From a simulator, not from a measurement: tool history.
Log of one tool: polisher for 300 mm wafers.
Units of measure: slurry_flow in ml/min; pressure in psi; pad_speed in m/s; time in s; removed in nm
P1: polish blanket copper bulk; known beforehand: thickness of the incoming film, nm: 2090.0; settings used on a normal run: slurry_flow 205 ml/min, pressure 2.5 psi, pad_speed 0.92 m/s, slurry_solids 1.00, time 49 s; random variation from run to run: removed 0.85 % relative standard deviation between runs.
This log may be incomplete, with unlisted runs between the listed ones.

| run | day | slurry_flow | pressure | pad_speed | slurry_solids | time | wafers polished on this pad | hours since the slurry nozzle was cleaned | hours since the head pressure was calibrated | hours since the slurry blender was calibrated | removed |
|---|---|---|---|---|---|---|---|---|---|---|---|
| 1 | 0.267 | 205 | 2.5 | 0.92 | 1.00 | 49 | 579 | 364.6 | 403.3 | 162.7 | 426.22 |
| 2 | 0.475 | 205 | 2.5 | 0.92 | 1.00 | 49 | 622 | 369.6 | 408.3 | 167.7 | 419.34 |
| 3 | 0.750 | 205 | 2.5 | 0.92 | 1.00 | 72 | 678 | 376.2 | 414.9 | 174.3 | 638.25 |
| 4 | 0.988 | 205 | 3.8 | 0.92 | 1.00 | 49 | 726 | 381.9 | 420.6 | 180.0 | 638.49 |
| 5 | 1.246 | 205 | 2.5 | 0.92 | 1.00 | 49 | 779 | 388.1 | 426.8 | 186.2 | 417.92 |
| 6 | 1.629 | 205 | 2.5 | 1.40 | 0.55 | 49 | 857 | 397.3 | 436.0 | 195.4 | 570.39 |
| 7 | 1.829 | 205 | 2.5 | 0.92 | 1.20 | 33 | 898 | 402.1 | 440.8 | 200.2 | 299.54 |
| 8 | 2.062 | 205 | 2.5 | 0.92 | 1.00 | 22 | 946 | 407.7 | 446.4 | 205.8 | 194.12 |
| 9 | 2.342 | 125 | 2.5 | 0.92 | 1.00 | 49 | 1003 | 414.4 | 453.1 | 212.5 | 387.54 |
| 10 | 2.533 | 205 | 2.5 | 1.44 | 1.00 | 49 | 1042 | 419.0 | 457.7 | 217.1 | 664.74 |
| 11 | 2.729 | 205 | 2.5 | 0.92 | 1.00 | 49 | 1082 | 423.7 | 462.4 | 221.8 | 424.34 |
| 12 | 3.033 | 205 | 2.5 | 0.92 | 0.75 | 49 | 1144 | 431.0 | 469.7 | 229.1 | 400.37 |
| 13 | 3.229 | 260 | 1.5 | 0.92 | 1.00 | 49 | 1184 | 435.7 | 474.4 | 233.8 | 262.26 |
|  | 3.412 | slurry blender recalibrated |
| 14 | 3.525 | 205 | 1.2 | 0.92 | 1.00 | 49 | 1244 | 442.8 | 481.5 | 2.8 | 205.66 |
| 15 | 3.733 | 205 | 2.5 | 0.92 | 1.50 | 49 | 1287 | 447.8 | 486.5 | 7.8 | 461.21 |
| 16 | 3.925 | 205 | 2.5 | 0.42 | 1.00 | 49 | 1326 | 452.4 | 491.1 | 12.4 | 192.67 |
| 17 | 4.208 | 315 | 2.5 | 0.92 | 1.00 | 49 | 1384 | 459.2 | 497.9 | 19.2 | 442.79 |
| 18 | 4.538 | 205 | 2.5 | 0.92 | 1.00 | 49 | 1451 | 467.1 | 505.8 | 27.1 | 422.18 |
| 19 | 4.804 | 205 | 2.5 | 0.92 | 1.00 | 49 | 1505 | 473.5 | 512.2 | 33.5 | 414.14 |
| 20 | 4.979 | 205 | 2.5 | 0.92 | 1.00 | 49 | 1541 | 477.7 | 516.4 | 37.7 | 421.79 |
| 21 | 5.217 | 205 | 2.5 | 0.92 | 1.00 | 49 | 1589 | 483.4 | 522.1 | 43.4 | 403.88 |
| 22 | 5.579 | 205 | 2.5 | 0.92 | 1.00 | 49 | 1663 | 492.1 | 530.8 | 52.1 | 404.69 |
| 23 | 5.946 | 205 | 2.5 | 0.92 | 1.00 | 49 | 1738 | 500.9 | 539.6 | 60.9 | 401.58 |
| 24 | 6.200 | 205 | 2.5 | 0.92 | 1.00 | 49 | 1790 | 507.0 | 545.7 | 67.0 | 397.98 |
| 25 | 6.458 | 205 | 2.5 | 0.92 | 1.00 | 49 | 1843 | 513.2 | 551.9 | 73.2 | 403.38 |
|  | 6.621 | worn pad replaced by a new one |
|  | 6.679 | head pressure recalibrated |
| 26 | 6.683 | 205 | 2.5 | 0.92 | 1.00 | 49 | 13 | 518.6 | 0.2 | 78.6 | 393.46 |
| 27 | 7.021 | 205 | 2.5 | 0.92 | 1.00 | 49 | 82 | 526.7 | 8.3 | 86.7 | 396.50 |
| 28 | 7.404 | 205 | 2.5 | 0.92 | 1.00 | 49 | 160 | 535.9 | 17.5 | 95.9 | 392.66 |
| 29 | 7.721 | 205 | 2.5 | 0.92 | 1.00 | 49 | 224 | 543.5 | 25.1 | 103.5 | 394.02 |

What P1 gives has crept away from where it was. These 2 causes fit the log equally well, each at the size given:
A: slurry flow missing at the pad, % = 37.2
B: abrasive missing from the slurry, % = 29.9
The onset of the drift is placed at about day 4.538.
All other causes, with the reason each is excluded:
removal rate lost through wear of the pad, %: serviced at day 6.621, after the change had begun; the process did not return to its earlier output
head's pressure below its setpoint, %: serviced at day 6.679, after the change had begun; the process did not return to its earlier output

Consider the 4 check runs below, whose results appear as question marks and each of which averages 3 wafers. Which one distinguishes the causes, in that each cause would give it a clearly different result?
| check 1 | 8.038 | 205 | 1.5 | 0.92 | 1.00 | 49 |  |  |  |  | ? |
| check 2 | 8.038 | 130 | 3.8 | 0.92 | 1.00 | 49 |  |  |  |  | ? |
| check 3 | 8.038 | 205 | 3.4 | 0.42 | 1.00 | 49 |  |  |  |  | ? |
| check 4 | 8.038 | 205 | 2.5 | 1.38 | 1.00 | 30 |  |  |  |  | ? |

Expected result of each check under each candidate cause:
| check | result | if A | if B |
|---|---|---|---|
| check 1 | removed | 236.41 | 236.41 |
| check 2 | removed | 536.17 | 556.97 |
| check 3 | removed | 244.63 | 244.63 |
| check 4 | removed | 361.85 | 361.85 |
Separation of the two closest causes in each check, using whichever result separates them best: check 1 0 %; check 2 3.81 %; check 3 0 %; check 4 0 %
Only check 2 tells the causes apart: in the others they would give nearly the same result.

After running check 2, the following was obtained: removed 561.03 nm. Which cause does this point to?

B is the cause: abrasive missing from the slurry, %.
